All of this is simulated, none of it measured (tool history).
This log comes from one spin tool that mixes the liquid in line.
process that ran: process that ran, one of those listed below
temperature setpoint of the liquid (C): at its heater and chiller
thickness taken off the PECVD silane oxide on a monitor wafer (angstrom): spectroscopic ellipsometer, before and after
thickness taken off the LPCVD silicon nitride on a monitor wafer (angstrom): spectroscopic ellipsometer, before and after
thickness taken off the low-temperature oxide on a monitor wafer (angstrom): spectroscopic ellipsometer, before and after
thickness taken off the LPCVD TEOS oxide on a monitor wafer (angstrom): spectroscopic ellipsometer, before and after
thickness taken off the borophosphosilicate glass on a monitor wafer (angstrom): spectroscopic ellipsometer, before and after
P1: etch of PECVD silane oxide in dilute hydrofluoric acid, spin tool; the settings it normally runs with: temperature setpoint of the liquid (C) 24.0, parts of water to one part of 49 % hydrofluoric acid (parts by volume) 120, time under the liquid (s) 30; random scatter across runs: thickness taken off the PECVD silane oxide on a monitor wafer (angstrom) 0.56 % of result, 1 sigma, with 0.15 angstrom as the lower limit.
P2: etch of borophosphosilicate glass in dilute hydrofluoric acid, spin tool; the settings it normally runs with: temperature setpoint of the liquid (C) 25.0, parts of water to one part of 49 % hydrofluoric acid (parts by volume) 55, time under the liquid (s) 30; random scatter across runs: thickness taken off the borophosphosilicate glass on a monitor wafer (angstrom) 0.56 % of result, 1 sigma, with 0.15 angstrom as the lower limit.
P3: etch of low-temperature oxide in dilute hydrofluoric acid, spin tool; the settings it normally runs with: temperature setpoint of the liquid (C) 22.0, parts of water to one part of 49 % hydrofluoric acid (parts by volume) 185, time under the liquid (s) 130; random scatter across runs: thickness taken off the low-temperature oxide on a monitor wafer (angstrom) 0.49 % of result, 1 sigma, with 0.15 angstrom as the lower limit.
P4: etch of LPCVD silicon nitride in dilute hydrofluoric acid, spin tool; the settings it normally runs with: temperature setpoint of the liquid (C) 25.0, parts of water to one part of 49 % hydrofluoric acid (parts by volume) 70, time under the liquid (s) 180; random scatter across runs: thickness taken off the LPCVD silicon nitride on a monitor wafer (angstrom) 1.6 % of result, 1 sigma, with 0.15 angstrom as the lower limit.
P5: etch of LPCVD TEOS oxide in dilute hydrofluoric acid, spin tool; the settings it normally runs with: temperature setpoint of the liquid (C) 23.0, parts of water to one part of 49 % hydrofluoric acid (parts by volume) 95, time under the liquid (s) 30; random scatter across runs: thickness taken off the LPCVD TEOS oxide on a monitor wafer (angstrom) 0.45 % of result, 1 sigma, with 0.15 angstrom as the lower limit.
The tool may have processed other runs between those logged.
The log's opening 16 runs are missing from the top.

| run | hour | process that ran | temperature setpoint of the liquid (C) | parts of water to one part of 49 % hydrofluoric acid (parts by volume) | time under the liquid (s) | hours since the thermometer was replaced | hours since the hydrofluoric acid flow meter was replaced | thickness taken off the PECVD silane oxide on a monitor wafer (angstrom) | thickness taken off the LPCVD silicon nitride on a monitor wafer (angstrom) | thickness taken off the low-temperature oxide on a monitor wafer (angstrom) | thickness taken off the LPCVD TEOS oxide on a monitor wafer (angstrom) | thickness taken off the borophosphosilicate glass on a monitor wafer (angstrom) |
|---|---|---|---|---|---|---|---|---|---|---|---|---|
| 17 | 114.3 | P1 | 24.0 | 120 | 30 | 815.7 | 327.8 | 126.780 |  |  |  |  |
| 18 | 122.5 | P1 | 29.0 | 120 | 15 | 823.9 | 336.0 | 76.278 |  |  |  |  |
| 19 | 131.2 | P5 | 23.0 | 170 | 30 | 832.6 | 344.7 |  |  |  | 52.498 |  |
| 20 | 136.0 | P2 | 31.0 | 55 | 30 | 837.4 | 349.5 |  |  |  |  | 223.87 |
| 21 | 141.1 | P1 | 24.0 | 120 | 15 | 842.5 | 354.6 | 63.806 |  |  |  |  |
| 22 | 149.4 | P3 | 22.0 | 185 | 20 | 850.8 | 362.9 |  |  | 18.813 |  |  |
| 23 | 158.6 | P2 | 25.0 | 80 | 30 | 860.0 | 372.1 |  |  |  |  | 116.18 |
| 24 | 163.8 | P3 | 17.0 | 185 | 130 | 865.2 | 377.3 |  |  | 101.340 |  |  |
| 25 | 170.8 | P3 | 22.0 | 110 | 130 | 872.2 | 384.3 |  |  | 225.030 |  |  |
| 26 | 178.6 | P5 | 27.0 | 95 | 30 | 880.0 | 392.1 |  |  |  | 119.890 |  |
| 27 | 186.1 | P1 | 24.0 | 120 | 30 | 887.5 | 399.6 | 126.760 |  |  |  |  |
| 28 | 192.9 | P2 | 25.0 | 55 | 60 | 894.3 | 406.4 |  |  |  |  | 357.03 |
| 29 | 200.9 | P1 | 24.0 | 200 | 30 | 902.3 | 414.4 | 69.617 |  |  |  |  |
| 30 | 208.6 | P5 | 23.0 | 95 | 15 | 910.0 | 422.1 |  |  |  | 51.811 |  |
| 31 | 216.7 | P1 | 17.5 | 120 | 30 | 918.1 | 430.2 | 98.617 |  |  |  |  |
| 32 | 222.7 | P3 | 22.0 | 185 | 130 | 924.1 | 436.2 |  |  | 123.210 |  |  |

Run 33, settings as shown, results not yet in. Your forecast:
| 33 | 228.3 | P1 | 24.0 | 120 | 30 | 929.7 | 441.8 | ? |  |  |  |  |

thickness taken off the PECVD silane oxide on a monitor wafer (angstrom): 126.280

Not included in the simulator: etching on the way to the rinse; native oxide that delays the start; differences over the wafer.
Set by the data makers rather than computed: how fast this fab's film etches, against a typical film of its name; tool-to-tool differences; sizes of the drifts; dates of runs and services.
